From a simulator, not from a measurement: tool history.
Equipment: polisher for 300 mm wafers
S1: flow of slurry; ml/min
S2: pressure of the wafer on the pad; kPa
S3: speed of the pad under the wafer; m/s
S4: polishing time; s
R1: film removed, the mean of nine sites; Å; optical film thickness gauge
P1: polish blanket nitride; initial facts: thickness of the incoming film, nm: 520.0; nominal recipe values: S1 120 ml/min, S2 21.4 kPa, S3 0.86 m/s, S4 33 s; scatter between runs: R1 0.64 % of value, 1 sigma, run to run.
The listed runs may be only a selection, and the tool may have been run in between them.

| run | hour | S1 | S2 | S3 | S4 | R1 |
|---|---|---|---|---|---|---|
| 1 | 6.1 | 120 | 21.4 | 0.86 | 33 | 433 |
| 2 | 10.4 | 170 | 9.7 | 0.86 | 33 | 207.94 |
| 3 | 16.7 | 120 | 33.8 | 0.86 | 33 | 678.37 |
| 4 | 23.1 | 120 | 21.4 | 0.86 | 33 | 429.58 |
| 5 | 28.1 | 120 | 21.4 | 0.86 | 48 | 620.6 |
| 6 | 34.5 | 120 | 21.4 | 0.86 | 33 | 428.36 |
| 7 | 40.8 | 120 | 21.4 | 1.34 | 33 | 606.47 |
| 8 | 49.4 | 120 | 21.4 | 0.86 | 33 | 424.83 |
| 9 | 55.9 | 120 | 21.4 | 0.52 | 19 | 165.64 |
| 10 | 63.1 | 120 | 21.4 | 0.62 | 33 | 332.42 |
| 11 | 70 | 70 | 21.4 | 0.86 | 33 | 370.8 |
| 12 | 78.2 | 120 | 21.4 | 0.86 | 33 | 429.1 |
| 13 | 82.9 | 120 | 21.4 | 0.62 | 18 | 181.26 |
| 14 | 92.4 | 185 | 21.4 | 0.86 | 33 | 462.54 |
| 15 | 97 | 120 | 21.4 | 0.86 | 33 | 428.54 |
| 16 | 103.1 | 120 | 21.4 | 0.86 | 15 | 197.04 |
| 17 | 111.4 | 120 | 13.1 | 0.86 | 33 | 259.31 |
| 18 | 117.6 | 120 | 21.4 | 0.86 | 33 | 430.51 |
| 19 | 125.9 | 120 | 21.4 | 0.86 | 33 | 416.93 |
| 20 | 132.4 | 120 | 21.4 | 0.86 | 33 | 402.81 |
|  | 137.9 | worn pad replaced by a new one |
| 21 | 138 | 120 | 21.4 | 0.86 | 33 | 396.35 |
| 22 | 145.2 | 120 | 21.4 | 0.86 | 33 | 400.61 |
| 23 | 154.9 | 120 | 21.4 | 0.86 | 33 | 394.33 |
| 24 | 162.7 | 120 | 21.4 | 0.86 | 33 | 393.93 |
| 25 | 169 | 120 | 21.4 | 0.86 | 33 | 385.37 |
| 26 | 173.6 | 120 | 21.4 | 0.86 | 33 | 385.52 |

Something has made what P1 gives creep away from where it was; the 2 causes below, each at its own stated size, fit the log equally well:
A: slurry flow missing at the pad, % = 32.5
B: head's pressure below its setpoint, % = 9.5
At approximately hour 117.6, the process output began to creep.
Other possible causes, and why each is ruled out:
removal rate lost through wear of the pad, %: work on it at hour 137.9, done after the drift set in, did not restore what the process gave before

Each of the 4 check runs below uses one wafer; its results are left as question marks. Which run tells the causes apart?
| check 1 | 178.2 | 70 | 21.4 | 0.86 | 33 | ? |
| check 2 | 178.2 | 120 | 26.2 | 0.86 | 33 | ? |
| check 3 | 178.2 | 120 | 21.4 | 0.68 | 33 | ? |
| check 4 | 178.2 | 120 | 33.8 | 0.86 | 46 | ? |

Check results expected under each cause:
| check | result | if A | if B |
|---|---|---|---|
| check 1 | R1 | 317.64 | 336.34 |
| check 2 | R1 | 477.32 | 477.36 |
| check 3 | R1 | 322.7 | 322.72 |
| check 4 | R1 | 857.95 | 858.02 |
Distance between the nearest two causes, measured in the result of the check that separates them most: check 1 5.72 %; check 2 0.01 %; check 3 0.01 %; check 4 0.01 %
Check 1 tells the causes apart: in the others they would give nearly the same result.

After running check 1, the following was obtained: R1 318.79 Å. Which cause does this point to?

The cause is A: slurry flow missing at the pad, %.
